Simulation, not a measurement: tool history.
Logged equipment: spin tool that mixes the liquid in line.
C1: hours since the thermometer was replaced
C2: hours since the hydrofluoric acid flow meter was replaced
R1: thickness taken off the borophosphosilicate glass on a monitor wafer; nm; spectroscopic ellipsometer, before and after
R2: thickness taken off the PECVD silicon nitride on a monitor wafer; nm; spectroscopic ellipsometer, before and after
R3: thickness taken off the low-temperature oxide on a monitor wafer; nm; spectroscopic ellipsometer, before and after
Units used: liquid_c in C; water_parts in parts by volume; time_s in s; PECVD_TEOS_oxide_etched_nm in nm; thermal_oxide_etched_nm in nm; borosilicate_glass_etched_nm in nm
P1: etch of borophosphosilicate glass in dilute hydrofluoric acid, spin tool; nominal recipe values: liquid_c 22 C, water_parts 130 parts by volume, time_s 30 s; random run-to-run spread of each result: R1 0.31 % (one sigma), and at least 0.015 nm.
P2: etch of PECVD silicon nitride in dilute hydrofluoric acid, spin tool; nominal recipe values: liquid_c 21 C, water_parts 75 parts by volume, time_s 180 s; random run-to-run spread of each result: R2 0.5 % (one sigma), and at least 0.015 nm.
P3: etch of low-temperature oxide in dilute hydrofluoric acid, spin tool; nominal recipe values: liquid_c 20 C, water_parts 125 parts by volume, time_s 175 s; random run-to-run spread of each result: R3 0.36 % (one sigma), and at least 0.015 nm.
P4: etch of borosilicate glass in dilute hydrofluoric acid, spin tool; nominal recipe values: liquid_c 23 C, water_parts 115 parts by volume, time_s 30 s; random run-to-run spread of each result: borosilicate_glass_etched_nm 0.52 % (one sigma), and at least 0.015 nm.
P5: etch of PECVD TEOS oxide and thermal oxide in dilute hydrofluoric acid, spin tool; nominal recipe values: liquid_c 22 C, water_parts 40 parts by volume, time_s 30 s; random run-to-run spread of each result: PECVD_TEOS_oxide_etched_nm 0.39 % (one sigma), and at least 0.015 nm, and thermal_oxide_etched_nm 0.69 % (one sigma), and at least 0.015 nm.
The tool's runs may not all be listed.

{"run": 1, "hour": 10.4, "process": "P1", "liquid_c": 22, "water_parts": 130, "time_s": 30, "C1": 378.5, "C2": 621.1, "R1": 8.8113}
{"run": 2, "hour": 22.0, "process": "P1", "liquid_c": 22, "water_parts": 220, "time_s": 30, "C1": 390.1, "C2": 632.7, "R1": 4.679}
{"run": 3, "hour": 38.7, "process": "P2", "liquid_c": 21, "water_parts": 75, "time_s": 180, "C1": 406.8, "C2": 649.4, "R2": 6.2717}
{"run": 4, "hour": 55.1, "process": "P1", "liquid_c": 17, "water_parts": 130, "time_s": 30, "C1": 423.2, "C2": 665.8, "R1": 7.123}
{"run": 5, "hour": 64.5, "process": "P3", "liquid_c": 17, "water_parts": 125, "time_s": 175, "C1": 432.6, "C2": 675.2, "R3": 18.574}
{"run": 6, "hour": 74.4, "process": "P1", "liquid_c": 22, "water_parts": 130, "time_s": 30, "C1": 442.5, "C2": 685.1, "R1": 8.762}
{"hour": 85.0, "done": "thermometer replaced"}
{"run": 7, "hour": 86.7, "process": "P1", "liquid_c": 17, "water_parts": 130, "time_s": 15, "C1": 1.8, "C2": 697.4, "R1": 3.5865}
{"run": 8, "hour": 95.7, "process": "P5", "liquid_c": 22, "water_parts": 40, "time_s": 45, "C1": 10.8, "C2": 706.4, "PECVD_TEOS_oxide_etched_nm": 30.485, "thermal_oxide_etched_nm": 5.3177}
{"run": 9, "hour": 103.2, "process": "P4", "liquid_c": 23, "water_parts": 40, "time_s": 30, "C1": 18.3, "C2": 713.9, "borosilicate_glass_etched_nm": 26.26}
{"run": 10, "hour": 119.9, "process": "P2", "liquid_c": 17, "water_parts": 75, "time_s": 180, "C1": 35, "C2": 730.6, "R2": 4.7782}
{"run": 11, "hour": 135.5, "process": "P2", "liquid_c": 21, "water_parts": 20, "time_s": 180, "C1": 50.6, "C2": 746.2, "R2": 22.69}
{"run": 12, "hour": 152.0, "process": "P1", "liquid_c": 22, "water_parts": 130, "time_s": 30, "C1": 67.1, "C2": 762.7, "R1": 8.8203}
{"run": 13, "hour": 159.8, "process": "P3", "liquid_c": 20, "water_parts": 125, "time_s": 175, "C1": 74.9, "C2": 770.5, "R3": 21.209}
{"run": 14, "hour": 175.9, "process": "P5", "liquid_c": 30, "water_parts": 40, "time_s": 30, "C1": 91, "C2": 786.6, "PECVD_TEOS_oxide_etched_nm": 28.165, "thermal_oxide_etched_nm": 4.9339}
{"run": 15, "hour": 187.6, "process": "P1", "liquid_c": 22, "water_parts": 130, "time_s": 55, "C1": 102.7, "C2": 798.3, "R1": 16.109}
{"run": 16, "hour": 203.3, "process": "P5", "liquid_c": 22, "water_parts": 40, "time_s": 30, "C1": 118.4, "C2": 814, "PECVD_TEOS_oxide_etched_nm": 20.241, "thermal_oxide_etched_nm": 3.5507}
{"run": 17, "hour": 214.6, "process": "P2", "liquid_c": 21, "water_parts": 75, "time_s": 30, "C1": 129.7, "C2": 825.3, "R2": 1.0192}
{"run": 18, "hour": 227.2, "process": "P1", "liquid_c": 22, "water_parts": 25, "time_s": 30, "C1": 142.3, "C2": 837.9, "R1": 51.592}
{"run": 19, "hour": 244.2, "process": "P4", "liquid_c": 23, "water_parts": 115, "time_s": 30, "C1": 159.3, "C2": 854.9, "borosilicate_glass_etched_nm": 8.2877}
{"run": 20, "hour": 252.9, "process": "P1", "liquid_c": 22, "water_parts": 130, "time_s": 30, "C1": 168, "C2": 863.6, "R1": 8.7472}
{"run": 21, "hour": 269.0, "process": "P4", "liquid_c": 17, "water_parts": 115, "time_s": 30, "C1": 184.1, "C2": 879.7, "borosilicate_glass_etched_nm": 6.374}
{"run": 22, "hour": 283.1, "process": "P1", "liquid_c": 22, "water_parts": 130, "time_s": 15, "C1": 198.2, "C2": 893.8, "R1": 4.3998}
{"run": 23, "hour": 294.0, "process": "P4", "liquid_c": 23, "water_parts": 115, "time_s": 15, "C1": 209.1, "C2": 904.7, "borosilicate_glass_etched_nm": 4.1026}
{"run": 24, "hour": 302.4, "process": "P3", "liquid_c": 20, "water_parts": 125, "time_s": 65, "C1": 217.5, "C2": 913.1, "R3": 7.8896}
{"run": 25, "hour": 318.7, "process": "P1", "liquid_c": 29, "water_parts": 130, "time_s": 30, "C1": 233.8, "C2": 929.4, "R1": 11.494}
{"run": 26, "hour": 332.9, "process": "P3", "liquid_c": 20, "water_parts": 25, "time_s": 175, "C1": 248, "C2": 943.6, "R3": 118.45}
{"run": 27, "hour": 341.0, "process": "P1", "liquid_c": 22, "water_parts": 130, "time_s": 30, "C1": 256.1, "C2": 951.7, "R1": 8.7757}
{"run": 28, "hour": 352.4, "process": "P5", "liquid_c": 22, "water_parts": 20, "time_s": 30, "C1": 267.5, "C2": 963.1, "PECVD_TEOS_oxide_etched_nm": 41.745, "thermal_oxide_etched_nm": 7.2972}
{"run": 29, "hour": 365.6, "process": "P1", "liquid_c": 22, "water_parts": 130, "time_s": 30, "C1": 280.7, "C2": 976.3, "R1": 8.7909}
{"run": 30, "hour": 379.7, "process": "P1", "liquid_c": 22, "water_parts": 130, "time_s": 30, "C1": 294.8, "C2": 990.4, "R1": 9.072}
{"run": 31, "hour": 392.0, "process": "P1", "liquid_c": 22, "water_parts": 130, "time_s": 30, "C1": 307.1, "C2": 1002.7, "R1": 9.2641}
{"run": 32, "hour": 405.8, "process": "P1", "liquid_c": 22, "water_parts": 130, "time_s": 30, "C1": 320.9, "C2": 1016.5, "R1": 9.3883}
{"run": 33, "hour": 420.1, "process": "P1", "liquid_c": 22, "water_parts": 130, "time_s": 30, "C1": 335.2, "C2": 1030.8, "R1": 9.4501}
{"run": 34, "hour": 436.2, "process": "P1", "liquid_c": 22, "water_parts": 130, "time_s": 30, "C1": 351.3, "C2": 1046.9, "R1": 9.5507}
{"run": 35, "hour": 450.1, "process": "P1", "liquid_c": 22, "water_parts": 130, "time_s": 30, "C1": 365.2, "C2": 1060.8, "R1": 9.6285}
{"run": 36, "hour": 464.8, "process": "P1", "liquid_c": 22, "water_parts": 130, "time_s": 30, "C1": 379.9, "C2": 1075.5, "R1": 9.6098}
{"run": 37, "hour": 474.0, "process": "P1", "liquid_c": 22, "water_parts": 130, "time_s": 30, "C1": 389.1, "C2": 1084.7, "R1": 9.5665}
{"run": 38, "hour": 485.4, "process": "P1", "liquid_c": 22, "water_parts": 130, "time_s": 30, "C1": 400.5, "C2": 1096.1, "R1": 9.6323}
{"run": 39, "hour": 496.9, "process": "P1", "liquid_c": 22, "water_parts": 130, "time_s": 30, "C1": 412, "C2": 1107.6, "R1": 9.6349}

The log shows P1 creeping away from where it was. Any of the 2 causes listed here, at the size stated for it, fits the log just as well as the others:
A: liquid hotter than its thermometer reads (K) = 2.4
B: hydrofluoric acid flow above the setpoint (%) = 8.53
The process output started creeping at around hour 365.6.

Question marks stand in for the results of the 4 check runs listed below, each run on one wafer. Under which run would the listed causes show clearly different results?
{"run": "check 1", "hour": 508.4, "process": "P5", "liquid_c": 29.5, "water_parts": 40, "time_s": 30, "PECVD_TEOS_oxide_etched_nm": "?", "thermal_oxide_etched_nm": "?"}
{"run": "check 2", "hour": 508.4, "process": "P2", "liquid_c": 17.5, "water_parts": 30, "time_s": 180, "R2": "?"}
{"run": "check 3", "hour": 508.4, "process": "P3", "liquid_c": 20, "water_parts": 125, "time_s": 115, "R3": "?"}
{"run": "check 4", "hour": 508.4, "process": "P4", "liquid_c": 20, "water_parts": 115, "time_s": 15, "borosilicate_glass_etched_nm": "?"}

What each check would give under each cause:
check=check_1 result=PECVD_TEOS_oxide_etched_nm if_A=30.228 if_B=29.988
check=check_1 result=thermal_oxide_etched_nm if_A=5.2991 if_B=5.257
check=check_2 result=R2 if_A=14.164 if_B=12.929
check=check_3 result=R3 if_A=15.328 if_B=15.275
check=check_4 result=borosilicate_glass_etched_nm if_A=4.009 if_B=3.99
Smallest distance between any two causes, each pair judged by its most separating result, in per cent: check 1 0.8 %; check 2 9.13 %; check 3 0.35 %; check 4 0.47 %
The causes can be told apart only by check 2. The other checks would give nearly the same results under each of them.

Check 2 has now been run. It gave: R2 13.025 nm. Which of the candidate causes is it?

The cause is B: hydrofluoric acid flow above the setpoint (%).

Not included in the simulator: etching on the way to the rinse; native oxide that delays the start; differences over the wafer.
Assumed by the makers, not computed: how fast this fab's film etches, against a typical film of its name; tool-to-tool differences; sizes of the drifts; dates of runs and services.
